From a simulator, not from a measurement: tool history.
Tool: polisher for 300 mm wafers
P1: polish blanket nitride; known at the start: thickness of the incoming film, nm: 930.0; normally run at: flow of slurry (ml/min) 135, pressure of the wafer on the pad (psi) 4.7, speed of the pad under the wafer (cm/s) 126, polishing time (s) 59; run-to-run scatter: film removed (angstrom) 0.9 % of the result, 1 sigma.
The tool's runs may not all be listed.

run	day	flow of slurry (ml/min)	pressure of the wafer on the pad (psi)	speed of the pad under the wafer (cm/s)	polishing time (s)	wafers polished on this pad	hours since the slurry nozzle was cleaned	hours since the head pressure was calibrated	film removed (angstrom)
1	0.225	135	4.7	126	59	378	542.9	918.8	1419
2	0.458	135	4.7	126	79	419	548.5	924.4	1901.4
3	0.588	135	4.7	126	33	442	551.6	927.5	807.42
4	0.825	135	4.7	198	59	484	557.3	933.2	2083.9
5	0.979	80	4.7	126	59	512	561	936.9	1270.3
6	1.192	195	4.7	126	59	549	566.1	942	1518
7	1.388	135	4.7	96	89	584	570.8	946.7	1753.1
8	1.638	135	2.2	126	59	628	576.8	952.7	667.86
9	1.867	200	4.7	190	59	669	582.3	958.2	2117.1
10	2.071	135	4.7	126	59	705	587.2	963.1	1437.8
11	2.2	135	4.7	126	59	727	590.3	966.2	1431.5
12	2.358	135	3.2	92	59	755	594.1	970	756.28
13	2.5	135	4.7	126	59	781	597.5	973.4	1434.5
# day 2.654: worn pad replaced by a new one
14	2.75	135	7.3	126	59	17	603.5	979.4	2189.4
15	2.917	135	4.7	126	59	46	607.5	983.4	1439.4
16	3.083	135	4.7	72	59	75	611.5	987.4	931.96
17	3.225	135	4.7	126	59	101	614.9	990.8	1436
18	3.462	135	4.7	126	59	143	620.6	996.5	1446
19	3.592	135	4.7	126	59	165	623.7	999.6	1441.6

Forecast run 20:
20	3.738	135	4.7	126	59	191	627.2	1003.1	?

{"run 20": {"film removed (angstrom)": 1407}}

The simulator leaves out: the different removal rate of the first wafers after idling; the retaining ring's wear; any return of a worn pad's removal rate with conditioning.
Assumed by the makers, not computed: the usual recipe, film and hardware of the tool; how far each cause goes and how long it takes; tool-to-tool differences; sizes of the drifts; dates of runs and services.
